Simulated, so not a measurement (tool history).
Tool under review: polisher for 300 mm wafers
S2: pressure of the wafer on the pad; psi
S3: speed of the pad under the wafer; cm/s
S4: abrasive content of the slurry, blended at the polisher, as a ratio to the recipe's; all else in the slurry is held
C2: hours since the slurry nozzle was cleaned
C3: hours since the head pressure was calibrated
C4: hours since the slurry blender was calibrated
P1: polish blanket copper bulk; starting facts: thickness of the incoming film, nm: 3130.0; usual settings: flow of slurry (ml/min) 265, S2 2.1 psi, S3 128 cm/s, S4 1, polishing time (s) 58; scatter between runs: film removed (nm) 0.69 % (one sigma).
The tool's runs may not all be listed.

run 1 day=0.438 | flow_of_slurry_(ml/min)=265 S2=2.1 S3=128 S4=1 polishing_time_(s)=58 | wafers_polished_on_this_pad=623 C2=434.9 C3=834.9 C4=85 | film_removed_(nm)=564.85
run 2 day=0.796 | flow_of_slurry_(ml/min)=265 S2=2.1 S3=128 S4=1 polishing_time_(s)=58 | wafers_polished_on_this_pad=683 C2=443.5 C3=843.5 C4=93.6 | film_removed_(nm)=569.35
run 3 day=1.221 | flow_of_slurry_(ml/min)=265 S2=2.1 S3=196 S4=1 polishing_time_(s)=58 | wafers_polished_on_this_pad=753 C2=453.7 C3=853.7 C4=103.8 | film_removed_(nm)=866.27
run 4 day=1.908 | flow_of_slurry_(ml/min)=405 S2=2.1 S3=128 S4=1 polishing_time_(s)=58 | wafers_polished_on_this_pad=868 C2=470.2 C3=870.2 C4=120.3 | film_removed_(nm)=579.83
run 5 day=2.5 | flow_of_slurry_(ml/min)=265 S2=2.9 S3=128 S4=1 polishing_time_(s)=58 | wafers_polished_on_this_pad=966 C2=484.4 C3=884.4 C4=134.5 | film_removed_(nm)=786.96
run 6 day=3.196 | flow_of_slurry_(ml/min)=160 S2=2.1 S3=128 S4=1 polishing_time_(s)=39 | wafers_polished_on_this_pad=1082 C2=501.1 C3=901.1 C4=151.2 | film_removed_(nm)=358.54
run 7 day=3.654 | flow_of_slurry_(ml/min)=265 S2=2.1 S3=128 S4=1 polishing_time_(s)=31 | wafers_polished_on_this_pad=1158 C2=512.1 C3=912.1 C4=162.2 | film_removed_(nm)=301.1
run 8 day=4.042 | flow_of_slurry_(ml/min)=265 S2=2.1 S3=128 S4=1.5 polishing_time_(s)=58 | wafers_polished_on_this_pad=1222 C2=521.4 C3=921.4 C4=171.5 | film_removed_(nm)=617.77
run 9 day=4.554 | flow_of_slurry_(ml/min)=265 S2=2.1 S3=58 S4=1 polishing_time_(s)=58 | wafers_polished_on_this_pad=1307 C2=533.7 C3=933.7 C4=183.8 | film_removed_(nm)=256.55
-- day=4.725 slurry blender recalibrated
run 10 day=4.892 | flow_of_slurry_(ml/min)=265 S2=2.1 S3=128 S4=1 polishing_time_(s)=58 | wafers_polished_on_this_pad=1363 C2=541.8 C3=941.8 C4=4 | film_removed_(nm)=563.55
run 11 day=5.542 | flow_of_slurry_(ml/min)=265 S2=2.1 S3=170 S4=0.65 polishing_time_(s)=58 | wafers_polished_on_this_pad=1472 C2=557.4 C3=957.4 C4=19.6 | film_removed_(nm)=686.42
run 12 day=5.883 | flow_of_slurry_(ml/min)=265 S2=2.1 S3=128 S4=1 polishing_time_(s)=58 | wafers_polished_on_this_pad=1528 C2=565.6 C3=965.6 C4=27.8 | film_removed_(nm)=571.98
-- day=5.912 head pressure recalibrated
run 13 day=6.379 | flow_of_slurry_(ml/min)=160 S2=2.1 S3=128 S4=1 polishing_time_(s)=58 | wafers_polished_on_this_pad=1611 C2=577.5 C3=11.3 C4=39.7 | film_removed_(nm)=527.45
run 14 day=6.708 | flow_of_slurry_(ml/min)=160 S2=2.1 S3=128 S4=0.8 polishing_time_(s)=58 | wafers_polished_on_this_pad=1665 C2=585.4 C3=19.2 C4=47.6 | film_removed_(nm)=498.74
run 15 day=7.321 | flow_of_slurry_(ml/min)=265 S2=2.1 S3=128 S4=1 polishing_time_(s)=80 | wafers_polished_on_this_pad=1767 C2=600.1 C3=33.9 C4=62.3 | film_removed_(nm)=791.29

For run 16, what comes out?
run 16 day=7.9 | flow_of_slurry_(ml/min)=265 S2=2.1 S3=128 S4=1 polishing_time_(s)=58 | wafers_polished_on_this_pad=1864 C2=614 C3=47.8 C4=76.2 | film_removed_(nm)=?

film removed (nm): 557.5
